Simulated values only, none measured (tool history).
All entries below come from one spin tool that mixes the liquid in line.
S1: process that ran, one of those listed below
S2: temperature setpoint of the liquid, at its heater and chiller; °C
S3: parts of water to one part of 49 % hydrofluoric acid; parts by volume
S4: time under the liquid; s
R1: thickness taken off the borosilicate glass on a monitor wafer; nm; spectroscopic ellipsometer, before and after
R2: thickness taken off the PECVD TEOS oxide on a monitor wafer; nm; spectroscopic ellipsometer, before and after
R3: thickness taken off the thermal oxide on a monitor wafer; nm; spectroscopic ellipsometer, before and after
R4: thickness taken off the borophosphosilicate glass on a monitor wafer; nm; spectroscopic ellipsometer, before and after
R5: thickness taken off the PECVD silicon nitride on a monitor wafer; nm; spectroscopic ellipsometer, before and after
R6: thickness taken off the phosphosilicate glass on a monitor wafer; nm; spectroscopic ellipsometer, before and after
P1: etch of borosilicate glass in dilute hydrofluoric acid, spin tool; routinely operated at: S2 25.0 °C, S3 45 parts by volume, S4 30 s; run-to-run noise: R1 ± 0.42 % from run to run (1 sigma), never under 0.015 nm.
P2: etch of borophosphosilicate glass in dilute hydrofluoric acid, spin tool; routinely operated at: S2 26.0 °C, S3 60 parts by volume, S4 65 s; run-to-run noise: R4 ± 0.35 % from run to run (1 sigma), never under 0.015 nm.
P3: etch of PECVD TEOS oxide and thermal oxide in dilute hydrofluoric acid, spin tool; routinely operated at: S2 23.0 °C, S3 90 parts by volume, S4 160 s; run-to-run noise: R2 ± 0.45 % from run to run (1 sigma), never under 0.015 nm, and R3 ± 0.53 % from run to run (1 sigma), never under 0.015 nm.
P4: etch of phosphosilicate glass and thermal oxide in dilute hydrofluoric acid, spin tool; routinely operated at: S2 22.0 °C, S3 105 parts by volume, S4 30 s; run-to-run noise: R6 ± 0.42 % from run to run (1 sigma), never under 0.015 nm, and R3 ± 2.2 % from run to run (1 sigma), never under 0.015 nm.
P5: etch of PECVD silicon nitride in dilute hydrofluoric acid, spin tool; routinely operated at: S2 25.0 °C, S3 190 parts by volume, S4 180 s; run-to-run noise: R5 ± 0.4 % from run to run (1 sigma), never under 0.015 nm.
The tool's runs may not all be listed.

| run | hour | S1 | S2 | S3 | S4 | R1 | R2 | R3 | R4 | R5 | R6 |
|---|---|---|---|---|---|---|---|---|---|---|---|
| 1 | 9.2 | P1 | 25.0 | 45 | 30 | 21.291 |  |  |  |  |  |
| 2 | 19.0 | P1 | 25.0 | 45 | 30 | 21.267 |  |  |  |  |  |
| 3 | 28.9 | P1 | 25.0 | 45 | 15 | 10.582 |  |  |  |  |  |
| 4 | 46.7 | P1 | 25.0 | 20 | 50 | 82.654 |  |  |  |  |  |
| 5 | 63.9 | P3 | 17.0 | 90 | 160 |  | 28.601 | 6.22830 |  |  |  |
| 6 | 75.3 | P2 | 26.0 | 60 | 115 |  |  |  | 68.751 |  |  |
| 7 | 92.2 | P1 | 25.0 | 45 | 30 | 21.229 |  |  |  |  |  |
| 8 | 108.8 | P1 | 25.0 | 45 | 30 | 21.159 |  |  |  |  |  |
| 9 | 117.8 | P2 | 26.0 | 20 | 65 |  |  |  | 123.390 |  |  |
| 10 | 129.6 | P5 | 25.0 | 190 | 180 |  |  |  |  | 5.7808 |  |
| 11 | 145.0 | P3 | 23.0 | 25 | 160 |  | 142.880 | 31.33600 |  |  |  |
| 12 | 159.3 | P1 | 25.0 | 45 | 30 | 21.346 |  |  |  |  |  |
| 13 | 173.6 | P2 | 26.0 | 60 | 65 |  |  |  | 39.035 |  |  |
| 14 | 188.8 | P1 | 25.0 | 60 | 30 | 15.517 |  |  |  |  |  |
| 15 | 202.8 | P1 | 25.0 | 45 | 60 | 42.683 |  |  |  |  |  |
| 16 | 216.9 | P1 | 25.0 | 45 | 30 | 21.195 |  |  |  |  |  |
| 17 | 235.3 | P3 | 23.0 | 90 | 255 |  | 58.451 | 12.65300 |  |  |  |
| 18 | 248.5 | P4 | 22.0 | 105 | 30 |  |  | 1.22570 |  |  | 27.479 |
| 19 | 262.3 | P5 | 17.5 | 190 | 180 |  |  |  |  | 3.5510 |  |
| 20 | 278.1 | P1 | 25.0 | 45 | 30 | 21.150 |  |  |  |  |  |
| 21 | 295.3 | P1 | 25.0 | 30 | 30 | 32.540 |  |  |  |  |  |
| 22 | 305.8 | P1 | 33.0 | 45 | 30 | 29.162 |  |  |  |  |  |
| 23 | 315.2 | P5 | 25.0 | 190 | 280 |  |  |  |  | 8.9793 |  |
| 24 | 324.9 | P3 | 23.0 | 90 | 160 |  | 36.564 | 7.93180 |  |  |  |
| 25 | 334.2 | P1 | 17.0 | 45 | 30 | 15.129 |  |  |  |  |  |
| 26 | 343.3 | P4 | 22.0 | 65 | 30 |  |  | 2.03760 |  |  | 45.871 |
| 27 | 360.1 | P2 | 19.0 | 60 | 65 |  |  |  | 28.969 |  |  |
| 28 | 374.8 | P5 | 25.0 | 115 | 180 |  |  |  |  | 9.4169 |  |
| 29 | 389.2 | P5 | 25.0 | 190 | 180 |  |  |  |  | 5.7839 |  |
| 30 | 399.3 | P4 | 22.0 | 105 | 15 |  |  | 0.63804 |  |  | 13.682 |
| 31 | 417.1 | P4 | 17.0 | 105 | 30 |  |  | 0.98121 |  |  | 22.279 |
| 32 | 430.2 | P1 | 25.0 | 45 | 30 | 21.173 |  |  |  |  |  |
| 33 | 442.5 | P1 | 25.0 | 45 | 30 | 20.677 |  |  |  |  |  |
| 34 | 460.1 | P1 | 25.0 | 45 | 30 | 20.316 |  |  |  |  |  |
| 35 | 468.4 | P1 | 25.0 | 45 | 30 | 20.226 |  |  |  |  |  |
| 36 | 478.6 | P1 | 25.0 | 45 | 30 | 20.064 |  |  |  |  |  |
| 37 | 495.0 | P1 | 25.0 | 45 | 30 | 20.019 |  |  |  |  |  |
| 38 | 507.9 | P1 | 25.0 | 45 | 30 | 20.075 |  |  |  |  |  |

Compared with where it was, what P1 gives has crept away. Each cause listed below fits the log as well as the rest, at the size given for it:
A: hydrofluoric acid flow below the setpoint (%) = 5.51
B: liquid colder than its thermometer reads (K) = 1.46
The process output started creeping at around hour 430.2.

Below are 4 check runs, each on a single wafer, with their results shown as question marks. Which of them would tell the listed causes apart, meaning the causes would give clearly different results under it?
| check 1 | 520.8 | P2 | 26.0 | 60 | 65 |  |  |  | ? |  |  |
| check 2 | 520.8 | P4 | 22.0 | 105 | 30 |  |  | ? |  |  | ? |
| check 3 | 520.8 | P5 | 25.0 | 190 | 180 |  |  |  |  | ? |  |
| check 4 | 520.8 | P3 | 23.0 | 90 | 160 |  | ? | ? |  |  |  |

Outcome of each check run for each possible cause:
| check | result | if A | if B |
|---|---|---|---|
| check 1 | R4 | 36.694 | 36.786 |
| check 2 | R3 | 1.15960 | 1.16500 |
| check 2 | R6 | 25.483 | 25.601 |
| check 3 | R5 | 5.4470 | 5.2540 |
| check 4 | R2 | 34.495 | 34.630 |
| check 4 | R3 | 7.47340 | 7.50260 |
Distance between the nearest two causes, measured in the result of the check that separates them most: check 1 0.25 %; check 2 0.46 %; check 3 3.61 %; check 4 0.39 %
Check 3 is the one run that separates the causes; every other check would come out nearly the same whichever cause is at work.

Here is what check 3 returned: R5 5.4731 nm. Which cause is it?

The correct cause is A, namely: hydrofluoric acid flow below the setpoint (%).
